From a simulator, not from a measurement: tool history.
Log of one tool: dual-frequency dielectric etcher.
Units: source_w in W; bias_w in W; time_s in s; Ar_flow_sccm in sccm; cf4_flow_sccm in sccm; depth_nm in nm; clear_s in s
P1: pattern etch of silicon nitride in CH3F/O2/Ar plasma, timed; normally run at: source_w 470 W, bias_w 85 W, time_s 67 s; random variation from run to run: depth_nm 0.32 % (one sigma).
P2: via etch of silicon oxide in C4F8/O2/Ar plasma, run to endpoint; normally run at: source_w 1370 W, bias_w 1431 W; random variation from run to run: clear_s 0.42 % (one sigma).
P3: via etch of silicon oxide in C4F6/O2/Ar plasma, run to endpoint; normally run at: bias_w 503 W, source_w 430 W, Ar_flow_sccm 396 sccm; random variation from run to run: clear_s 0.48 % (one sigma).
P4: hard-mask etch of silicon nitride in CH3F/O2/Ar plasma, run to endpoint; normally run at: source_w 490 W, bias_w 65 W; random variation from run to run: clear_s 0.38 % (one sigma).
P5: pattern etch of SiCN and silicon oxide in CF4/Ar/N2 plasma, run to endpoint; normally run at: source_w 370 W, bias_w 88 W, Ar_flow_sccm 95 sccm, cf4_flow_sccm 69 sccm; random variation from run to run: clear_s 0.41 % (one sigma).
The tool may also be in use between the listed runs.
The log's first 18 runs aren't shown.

| run | hour | process | source_w | bias_w | time_s | Ar_flow_sccm | cf4_flow_sccm | hours since the last wet clean | hours since the last source power generator calibration | hours since the last bias power generator calibration | depth_nm | clear_s |
|---|---|---|---|---|---|---|---|---|---|---|---|---|
| 19 | 220.4 | P2 | 1370 | 1956 |  |  |  | 420.4 | 56 | 1392.6 |  | 312.29 |
| 20 | 228.3 | P4 | 490 | 65 |  |  |  | 428.3 | 63.9 | 1400.5 |  | 68.719 |
| 21 | 240.8 | P1 | 470 | 62 | 67 |  |  | 440.8 | 76.4 | 1413 | 47.401 |  |
| 22 | 248.9 | P1 | 470 | 85 | 67 |  |  | 448.9 | 84.5 | 1421.1 | 52.854 |  |
| 23 | 258.6 | P3 | 430 | 298 |  | 396 |  | 458.6 | 94.2 | 1430.8 |  | 27.038 |
| 24 | 265.8 | P1 | 470 | 85 | 98 |  |  | 465.8 | 101.4 | 1438 | 77.105 |  |
| 25 | 274.1 | P5 | 370 | 124 |  | 95 | 69 | 474.1 | 109.7 | 1446.3 |  | 11.356 |
| 26 | 281.2 | P4 | 350 | 65 |  |  |  | 481.2 | 116.8 | 1453.4 |  | 78.769 |
| 27 | 292.6 | P5 | 370 | 88 |  | 95 | 87 | 492.6 | 128.2 | 1464.8 |  | 12.553 |

Run 28 comes next. What will it give?
| 28 | 299.5 | P2 | 1900 | 1431 |  |  |  | 499.5 | 135.1 | 1471.7 |  | ? |

Run 28 gave clear_s 300.67 s.

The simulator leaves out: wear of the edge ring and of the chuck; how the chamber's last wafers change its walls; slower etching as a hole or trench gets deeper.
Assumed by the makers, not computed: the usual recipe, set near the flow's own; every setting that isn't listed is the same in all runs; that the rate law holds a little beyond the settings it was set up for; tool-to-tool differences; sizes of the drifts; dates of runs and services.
